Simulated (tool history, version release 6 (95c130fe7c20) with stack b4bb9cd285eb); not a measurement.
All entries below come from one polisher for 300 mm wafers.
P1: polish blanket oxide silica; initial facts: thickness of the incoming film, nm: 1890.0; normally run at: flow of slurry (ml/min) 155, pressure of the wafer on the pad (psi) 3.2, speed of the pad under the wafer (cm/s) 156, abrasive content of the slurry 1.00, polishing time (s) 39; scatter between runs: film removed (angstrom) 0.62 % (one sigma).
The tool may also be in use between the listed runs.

run,day,flow of slurry (ml/min),pressure of the wafer on the pad (psi),speed of the pad under the wafer (cm/s),abrasive content of the slurry,polishing time (s),wafers polished on this pad,hours since the slurry nozzle was cleaned,hours since the head pressure was calibrated,hours since the slurry blender was calibrated,hours since the conditioning disc was replaced,film removed (angstrom)
1,0.271,155,3.2,156,1.00,39,453,380.0,299.7,68.4,249.5,1282.70
2,0.708,155,3.2,156,1.00,39,567,390.5,310.2,78.9,260.0,1274.30
3,1.096,155,3.2,78,1.00,39,668,399.8,319.5,88.2,269.3,737.20
4,1.562,155,3.2,240,1.00,39,789,411.0,330.7,99.4,280.5,1806.50
5,2.033,235,3.2,156,1.00,39,912,422.3,342.0,110.7,291.8,1352.70
6,2.379,155,3.2,156,1.00,39,1002,430.6,350.3,119.0,300.1,1293.10
7,2.733,155,3.2,156,1.00,20,1094,439.1,358.8,127.5,308.6,655.76
8,3.088,155,4.1,156,1.00,39,1186,447.6,367.3,136.0,317.1,1645.20
9,3.475,235,3.2,156,1.00,28,1287,456.9,376.6,145.3,326.4,977.13
10,3.917,155,1.7,214,1.00,39,1402,467.5,387.2,155.9,337.0,868.01
11,4.371,95,3.2,84,1.00,39,1520,478.4,398.1,166.8,347.9,701.14
12,4.821,155,1.9,156,1.00,39,1637,489.2,408.9,177.6,358.7,758.31
13,5.292,95,3.2,156,1.00,39,1759,500.5,420.2,188.9,370.0,1154.60
14,5.779,155,3.2,156,1.45,39,1886,512.2,431.9,200.6,381.7,1489.20
15,6.279,155,3.2,156,1.00,39,2016,524.2,443.9,212.6,393.7,1287.40
16,6.729,155,3.2,156,1.00,62,2133,535.0,454.7,223.4,404.5,2039.80
17,6.967,155,3.2,156,0.60,39,2195,540.7,460.4,229.1,410.2,985.36

Run 18 has not been measured yet. What should we expect?
18,7.292,155,3.2,156,1.00,39,2279,548.5,468.2,236.9,418.0,?

{"run 18": {"film removed (angstrom)": 1279.7}}
